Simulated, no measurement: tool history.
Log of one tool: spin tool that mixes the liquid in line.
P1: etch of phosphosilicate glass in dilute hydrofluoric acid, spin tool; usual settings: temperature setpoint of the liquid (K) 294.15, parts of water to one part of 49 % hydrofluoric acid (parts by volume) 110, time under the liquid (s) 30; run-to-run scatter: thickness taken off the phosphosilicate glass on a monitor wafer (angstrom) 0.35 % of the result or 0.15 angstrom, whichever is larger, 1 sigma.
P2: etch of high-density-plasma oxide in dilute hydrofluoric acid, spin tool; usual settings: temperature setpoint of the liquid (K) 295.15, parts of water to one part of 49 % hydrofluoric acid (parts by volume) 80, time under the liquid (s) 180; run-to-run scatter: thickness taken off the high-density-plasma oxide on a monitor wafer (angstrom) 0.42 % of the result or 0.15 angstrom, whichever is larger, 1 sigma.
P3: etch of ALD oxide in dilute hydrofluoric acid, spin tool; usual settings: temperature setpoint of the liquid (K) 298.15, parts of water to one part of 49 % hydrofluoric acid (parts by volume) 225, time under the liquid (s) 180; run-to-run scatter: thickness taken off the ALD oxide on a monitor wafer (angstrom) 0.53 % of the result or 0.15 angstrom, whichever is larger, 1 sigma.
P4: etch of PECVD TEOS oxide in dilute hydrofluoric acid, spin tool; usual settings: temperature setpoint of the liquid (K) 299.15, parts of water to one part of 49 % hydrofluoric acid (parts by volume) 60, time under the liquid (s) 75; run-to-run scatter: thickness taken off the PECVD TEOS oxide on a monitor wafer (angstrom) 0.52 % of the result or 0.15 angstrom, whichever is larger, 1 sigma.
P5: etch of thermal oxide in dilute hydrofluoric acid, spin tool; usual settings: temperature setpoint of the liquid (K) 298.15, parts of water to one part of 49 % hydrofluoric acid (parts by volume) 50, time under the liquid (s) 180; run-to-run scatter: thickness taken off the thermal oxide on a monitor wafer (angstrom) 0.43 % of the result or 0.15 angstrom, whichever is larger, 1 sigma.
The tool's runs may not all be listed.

run   hour  process that ran  temperature setpoint of the liquid (K)  parts of water to one part of 49 % hydrofluoric acid (parts by volume)  time under the liquid (s)  thickness taken off the phosphosilicate glass on a monitor wafer (angstrom)  thickness taken off the ALD oxide on a monitor wafer (angstrom)  thickness taken off the high-density-plasma oxide on a monitor wafer (angstrom)  thickness taken off the PECVD TEOS oxide on a monitor wafer (angstrom)  thickness taken off the thermal oxide on a monitor wafer (angstrom)
  1    6.1                P1                                  294.15                                                                     110                         30                                                                      196.280
  2   16.0                P3                                  298.15                                                                     225                        180                                                                                                                                        78.586
  3   22.6                P2                                  295.15                                                                     115                        180                                                                                                                                                                                                                         96.472
  4   31.9                P4                                  299.15                                                                      60                         75                                                                                                                                                                                                                                                                                                 401.33
  5   41.3                P3                                  302.15                                                                     225                        180                                                                                                                                        90.477
  6   49.8                P1                                  290.15                                                                     110                         30                                                                      167.790
  7   57.1                P2                                  295.15                                                                      80                        345                                                                                                                                                                                                                        276.260
  8   66.4                P1                                  294.15                                                                     110                         15                                                                       98.167
  9   74.9                P5                                  298.15                                                                      85                        180                                                                                                                                                                                                                                                                                                                                                                      108.97
 10   85.0                P4                                  299.15                                                                      35                         75                                                                                                                                                                                                                                                                                                 714.50
 11   94.3                P1                                  294.15                                                                      20                         30                                                                     1207.000
 12  100.3                P1                                  294.15                                                                     110                         30                                                                      196.030
 13  106.0                P4                                  299.15                                                                      60                        125                                                                                                                                                                                                                                                                                                 672.27
 14  110.5                P4                                  304.65                                                                      60                         75                                                                                                                                                                                                                                                                                                 496.42
 15  116.3                P5                                  304.65                                                                      50                        180                                                                                                                                                                                                                                                                                                                                                                      250.48
 16  126.3                P2                                  303.15                                                                      80                        180                                                                                                                                                                                                                        196.900
 17  136.2                P1                                  302.15                                                                     110                         30                                                                      269.390
 18  142.7                P1                                  294.15                                                                     110                         30                                                                      196.020
 19  150.3                P1                                  294.15                                                                     185                         50                                                                      179.980
 20  160.7                P1                                  294.15                                                                     110                         55                                                                      359.320
 21  169.3                P3                                  298.15                                                                     225                        310                                                                                                                                       135.210
 22  176.0                P4                                  299.15                                                                      60                         75                                                                                                                                                                                                                                                                                                 399.55
 23  184.9                P3                                  298.15                                                                     395                        180                                                                                                                                        37.745
 24  195.3                P5                                  298.15                                                                      50                        305                                                                                                                                                                                                                                                                                                                                                                      327.67
 25  200.6                P2                                  295.15                                                                      80                        180                                                                                                                                                                                                                        143.560
 26  206.5                P1                                  294.15                                                                     110                         30                                                                      197.130
 27  213.8                P1                                  294.15                                                                     190                         30                                                                      104.760
 28  220.4                P2                                  295.15                                                                      80                        180                                                                                                                                                                                                                        143.900
     223.6  -- hydrofluoric acid flow meter replaced
 29  230.6                P5                                  298.15                                                                      50                        180                                                                                                                                                                                                                                                                                                                                                                      193.28
 30  240.1                P1                                  294.15                                                                     110                         30                                                                      197.720
 31  250.2                P1                                  294.15                                                                     110                         30                                                                      196.740
 32  255.4                P1                                  294.15                                                                     110                         30                                                                      195.650
 33  260.6                P1                                  294.15                                                                     110                         30                                                                      200.950
 34  269.1                P1                                  294.15                                                                     110                         30                                                                      207.010
 35  274.4                P1                                  294.15                                                                     110                         30                                                                      211.160
 36  280.5                P1                                  294.15                                                                     110                         30                                                                      211.650
 37  290.4                P1                                  294.15                                                                     110                         30                                                                      214.380
 38  299.2                P1                                  294.15                                                                     110                         30                                                                      214.800
 39  306.0                P1                                  294.15                                                                     110                         30                                                                      214.590
 40  311.3                P1                                  294.15                                                                     110                         30                                                                      216.570
 41  316.4                P1                                  294.15                                                                     110                         30                                                                      215.260

What P1 gives has crept away from where it was. These 2 causes fit the log equally well, each at the size given:
A: liquid hotter than its thermometer reads (K) = 2.25
B: hydrofluoric acid flow above the setpoint (%) = 8.35
The creep began at about hour 255.4.

4 check runs are offered, each on 2 wafers whose results are averaged, their results left as question marks. Which one tells the causes apart?
check 1  321.5                P5                                  298.15                                                                      75                        180                                                                                                                                                                                                                                                                                                                                                                           ?
check 2  321.5                P3                                  298.15                                                                     340                        180                                                                                                                                             ?
check 3  321.5                P2                                  301.65                                                                      80                        180                                                                                                                                                                                                                              ?
check 4  321.5                P4                                  302.65                                                                      60                        105                                                                                                                                                                                                                                                                                                      ?

What each check would give under each cause:
  check                                                                           result     if A     if B
check 1              thickness taken off the thermal oxide on a monitor wafer (angstrom)   136.39   136.20
check 2                  thickness taken off the ALD oxide on a monitor wafer (angstrom)   49.687   51.268
check 3  thickness taken off the high-density-plasma oxide on a monitor wafer (angstrom)  202.980  203.560
check 4           thickness taken off the PECVD TEOS oxide on a monitor wafer (angstrom)   706.10   706.13
How far apart the two closest causes lie, in the result that separates them most: check 1 0.14 %; check 2 3.13 %; check 3 0.29 %; check 4 0 %
Only check 2 tells the causes apart: in the others they would give nearly the same result.

Check 2 was then run and gave: thickness taken off the ALD oxide on a monitor wafer (angstrom) 51.377. Which cause is it?

It is B: hydrofluoric acid flow above the setpoint (%).
